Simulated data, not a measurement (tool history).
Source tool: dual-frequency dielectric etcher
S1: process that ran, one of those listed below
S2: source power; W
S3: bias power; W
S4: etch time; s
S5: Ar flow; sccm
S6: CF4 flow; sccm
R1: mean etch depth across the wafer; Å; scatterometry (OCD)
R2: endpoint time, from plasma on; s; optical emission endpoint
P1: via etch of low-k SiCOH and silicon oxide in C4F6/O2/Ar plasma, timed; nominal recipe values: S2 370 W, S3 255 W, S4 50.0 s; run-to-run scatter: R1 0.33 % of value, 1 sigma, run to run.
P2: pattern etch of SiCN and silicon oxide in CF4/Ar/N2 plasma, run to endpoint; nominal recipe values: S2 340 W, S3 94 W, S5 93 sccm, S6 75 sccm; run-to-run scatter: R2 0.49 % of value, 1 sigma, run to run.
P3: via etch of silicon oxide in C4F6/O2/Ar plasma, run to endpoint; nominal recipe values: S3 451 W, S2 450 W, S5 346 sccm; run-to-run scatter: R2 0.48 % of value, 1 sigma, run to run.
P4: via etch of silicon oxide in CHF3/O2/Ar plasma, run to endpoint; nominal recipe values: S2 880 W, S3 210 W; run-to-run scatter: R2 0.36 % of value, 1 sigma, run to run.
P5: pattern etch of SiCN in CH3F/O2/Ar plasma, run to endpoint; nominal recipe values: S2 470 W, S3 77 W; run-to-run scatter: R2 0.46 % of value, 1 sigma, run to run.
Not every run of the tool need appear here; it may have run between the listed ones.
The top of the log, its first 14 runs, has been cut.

| run | day | S1 | S2 | S3 | S4 | S5 | S6 | R1 | R2 |
|---|---|---|---|---|---|---|---|---|---|
| 15 | 3.046 | P1 | 370 | 255 | 50.0 |  |  | 1565.10 |  |
|  | 3.158 | bias power generator calibrated |
| 16 | 3.221 | P1 | 480 | 255 | 50.0 |  |  | 1728.10 |  |
| 17 | 3.375 | P2 | 340 | 94 |  | 130 | 75 |  | 23.047 |
| 18 | 3.638 | P1 | 370 | 255 | 50.0 |  |  | 1561.00 |  |
| 19 | 3.788 | P2 | 430 | 94 |  | 93 | 75 |  | 17.920 |
| 20 | 3.992 | P3 | 450 | 611 |  | 346 |  |  | 25.539 |
| 21 | 4.267 | P1 | 500 | 209 | 50.0 |  |  | 1635.20 |  |
| 22 | 4.488 | P1 | 370 | 255 | 37.0 |  |  | 1151.70 |  |
| 23 | 4.758 | P4 | 880 | 210 |  |  |  |  | 250.410 |
| 24 | 5.008 | P1 | 370 | 168 | 50.0 |  |  | 1364.80 |  |
| 25 | 5.192 | P2 | 340 | 94 |  | 93 | 75 |  | 22.119 |
| 26 | 5.488 | P1 | 370 | 255 | 50.0 |  |  | 1562.40 |  |
| 27 | 5.700 | P5 | 470 | 91 |  |  |  |  | 20.862 |
| 28 | 5.858 | P5 | 470 | 77 |  |  |  |  | 22.144 |
| 29 | 6.021 | P1 | 370 | 255 | 73.0 |  |  | 2284.10 |  |
| 30 | 6.200 | P3 | 560 | 451 |  | 346 |  |  | 26.377 |
| 31 | 6.425 | P1 | 370 | 195 | 67.0 |  |  | 1913.00 |  |
| 32 | 6.696 | P4 | 880 | 210 |  |  |  |  | 249.990 |
| 33 | 6.917 | P1 | 370 | 255 | 50.0 |  |  | 1558.70 |  |

What does the tool deliver on the next run?
| 34 | 7.125 | P1 | 370 | 255 | 50.0 |  |  | ? |  |

For run 34 the tool returned R1 1550.50 Å.
